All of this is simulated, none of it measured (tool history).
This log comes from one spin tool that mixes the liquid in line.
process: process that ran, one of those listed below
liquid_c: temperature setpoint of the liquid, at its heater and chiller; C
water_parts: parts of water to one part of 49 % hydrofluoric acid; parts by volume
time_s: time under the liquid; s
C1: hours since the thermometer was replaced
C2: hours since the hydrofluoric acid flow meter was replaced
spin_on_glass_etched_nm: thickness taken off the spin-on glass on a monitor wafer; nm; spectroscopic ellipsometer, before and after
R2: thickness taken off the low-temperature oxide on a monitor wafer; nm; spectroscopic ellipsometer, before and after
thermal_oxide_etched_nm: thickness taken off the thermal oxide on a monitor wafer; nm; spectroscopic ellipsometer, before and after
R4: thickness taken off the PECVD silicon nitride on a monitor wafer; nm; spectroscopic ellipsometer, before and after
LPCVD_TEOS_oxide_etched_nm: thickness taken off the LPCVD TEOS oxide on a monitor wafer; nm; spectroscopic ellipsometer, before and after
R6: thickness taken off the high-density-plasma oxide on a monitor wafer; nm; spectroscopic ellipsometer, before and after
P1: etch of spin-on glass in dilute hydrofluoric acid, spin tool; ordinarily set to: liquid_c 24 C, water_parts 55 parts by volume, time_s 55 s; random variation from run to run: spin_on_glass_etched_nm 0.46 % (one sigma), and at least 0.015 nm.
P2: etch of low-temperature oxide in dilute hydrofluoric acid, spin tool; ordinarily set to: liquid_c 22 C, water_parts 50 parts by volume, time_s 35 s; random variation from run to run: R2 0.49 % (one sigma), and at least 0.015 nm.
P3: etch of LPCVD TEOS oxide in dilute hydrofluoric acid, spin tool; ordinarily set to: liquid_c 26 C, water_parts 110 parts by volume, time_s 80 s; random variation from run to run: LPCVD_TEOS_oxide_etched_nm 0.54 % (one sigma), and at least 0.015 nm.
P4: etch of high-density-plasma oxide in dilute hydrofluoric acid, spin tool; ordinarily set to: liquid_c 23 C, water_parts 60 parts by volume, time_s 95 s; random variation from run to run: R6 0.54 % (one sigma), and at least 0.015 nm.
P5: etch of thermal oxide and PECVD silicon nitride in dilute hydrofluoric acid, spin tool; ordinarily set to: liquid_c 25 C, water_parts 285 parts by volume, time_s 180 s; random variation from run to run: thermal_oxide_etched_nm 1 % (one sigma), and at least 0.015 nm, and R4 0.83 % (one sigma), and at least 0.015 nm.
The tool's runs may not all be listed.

{"run": 1, "hour": 3.8, "process": "P1", "liquid_c": 24, "water_parts": 55, "time_s": 55, "C1": 691.7, "C2": 1074.3, "spin_on_glass_etched_nm": 36.643}
{"run": 2, "hour": 11.4, "process": "P2", "liquid_c": 22, "water_parts": 50, "time_s": 35, "C1": 699.3, "C2": 1081.9, "R2": 8.4753}
{"run": 3, "hour": 16.1, "process": "P5", "liquid_c": 17.5, "water_parts": 285, "time_s": 180, "C1": 704, "C2": 1086.6, "thermal_oxide_etched_nm": 1.9751, "R4": 1.4627}
{"run": 4, "hour": 21.6, "process": "P1", "liquid_c": 24, "water_parts": 55, "time_s": 55, "C1": 709.5, "C2": 1092.1, "spin_on_glass_etched_nm": 36.308}
{"run": 5, "hour": 25.5, "process": "P2", "liquid_c": 22, "water_parts": 50, "time_s": 60, "C1": 713.4, "C2": 1096, "R2": 14.399}
{"run": 6, "hour": 30.5, "process": "P3", "liquid_c": 26, "water_parts": 110, "time_s": 80, "C1": 718.4, "C2": 1101, "LPCVD_TEOS_oxide_etched_nm": 22.296}
{"run": 7, "hour": 34.4, "process": "P1", "liquid_c": 29, "water_parts": 55, "time_s": 55, "C1": 722.3, "C2": 1104.9, "spin_on_glass_etched_nm": 44.375}
{"run": 8, "hour": 40.1, "process": "P3", "liquid_c": 33, "water_parts": 110, "time_s": 80, "C1": 728, "C2": 1110.6, "LPCVD_TEOS_oxide_etched_nm": 29.365}
{"run": 9, "hour": 44.3, "process": "P2", "liquid_c": 17, "water_parts": 50, "time_s": 35, "C1": 732.2, "C2": 1114.8, "R2": 6.8283}
{"run": 10, "hour": 48.8, "process": "P1", "liquid_c": 24, "water_parts": 55, "time_s": 55, "C1": 736.7, "C2": 1119.3, "spin_on_glass_etched_nm": 36.12}
{"run": 11, "hour": 55.8, "process": "P4", "liquid_c": 23, "water_parts": 60, "time_s": 95, "C1": 743.7, "C2": 1126.3, "R6": 8.0292}
{"run": 12, "hour": 61.8, "process": "P1", "liquid_c": 17.5, "water_parts": 55, "time_s": 55, "C1": 749.7, "C2": 1132.3, "spin_on_glass_etched_nm": 27.829}
{"run": 13, "hour": 65.7, "process": "P3", "liquid_c": 26, "water_parts": 60, "time_s": 80, "C1": 753.6, "C2": 1136.2, "LPCVD_TEOS_oxide_etched_nm": 43.926}
{"run": 14, "hour": 73.3, "process": "P1", "liquid_c": 24, "water_parts": 100, "time_s": 15, "C1": 761.2, "C2": 1143.8, "spin_on_glass_etched_nm": 5.1665}
{"run": 15, "hour": 77.5, "process": "P5", "liquid_c": 25, "water_parts": 65, "time_s": 180, "C1": 765.4, "C2": 1148, "thermal_oxide_etched_nm": 14.994, "R4": 10.315}
{"run": 16, "hour": 82.4, "process": "P1", "liquid_c": 24, "water_parts": 20, "time_s": 55, "C1": 770.3, "C2": 1152.9, "spin_on_glass_etched_nm": 105.02}
{"run": 17, "hour": 86.8, "process": "P1", "liquid_c": 24, "water_parts": 90, "time_s": 55, "C1": 774.7, "C2": 1157.3, "spin_on_glass_etched_nm": 21.201}
{"run": 18, "hour": 94.6, "process": "P1", "liquid_c": 17, "water_parts": 75, "time_s": 55, "C1": 782.5, "C2": 1165.1, "spin_on_glass_etched_nm": 19.383}
{"run": 19, "hour": 102.7, "process": "P4", "liquid_c": 23, "water_parts": 60, "time_s": 95, "C1": 790.6, "C2": 1173.2, "R6": 8.1392}
{"run": 20, "hour": 107.4, "process": "P1", "liquid_c": 24, "water_parts": 55, "time_s": 110, "C1": 795.3, "C2": 1177.9, "spin_on_glass_etched_nm": 73.117}
{"run": 21, "hour": 112.1, "process": "P1", "liquid_c": 24, "water_parts": 55, "time_s": 55, "C1": 800, "C2": 1182.6, "spin_on_glass_etched_nm": 35.939}
{"run": 22, "hour": 119.7, "process": "P5", "liquid_c": 25, "water_parts": 285, "time_s": 90, "C1": 807.6, "C2": 1190.2, "thermal_oxide_etched_nm": 1.3268, "R4": 1.1495}
{"run": 23, "hour": 125.0, "process": "P4", "liquid_c": 31, "water_parts": 60, "time_s": 95, "C1": 812.9, "C2": 1195.5, "R6": 11.144}
{"run": 24, "hour": 129.1, "process": "P4", "liquid_c": 23, "water_parts": 60, "time_s": 180, "C1": 817, "C2": 1199.6, "R6": 15.227}
{"run": 25, "hour": 135.3, "process": "P2", "liquid_c": 22, "water_parts": 70, "time_s": 35, "C1": 823.2, "C2": 1205.8, "R2": 5.9233}
{"run": 26, "hour": 141.1, "process": "P1", "liquid_c": 24, "water_parts": 55, "time_s": 55, "C1": 829, "C2": 1211.6, "spin_on_glass_etched_nm": 36.25}
{"run": 27, "hour": 146.2, "process": "P5", "liquid_c": 25, "water_parts": 285, "time_s": 180, "C1": 834.1, "C2": 1216.7, "thermal_oxide_etched_nm": 2.6265, "R4": 2.3409}
{"run": 28, "hour": 151.8, "process": "P3", "liquid_c": 26, "water_parts": 110, "time_s": 80, "C1": 839.7, "C2": 1222.3, "LPCVD_TEOS_oxide_etched_nm": 22.412}
{"run": 29, "hour": 158.1, "process": "P1", "liquid_c": 24, "water_parts": 55, "time_s": 15, "C1": 846, "C2": 1228.6, "spin_on_glass_etched_nm": 9.9407}
{"run": 30, "hour": 166.0, "process": "P4", "liquid_c": 23, "water_parts": 20, "time_s": 95, "C1": 853.9, "C2": 1236.5, "R6": 25.392}

Run 31, settings as shown, results not yet in. Your forecast:
{"run": 31, "hour": 173.3, "process": "P2", "liquid_c": 22, "water_parts": 50, "time_s": 35, "C1": 861.2, "C2": 1243.8, "R2": "?"}

Run 31 came out at R2 8.5127 nm.
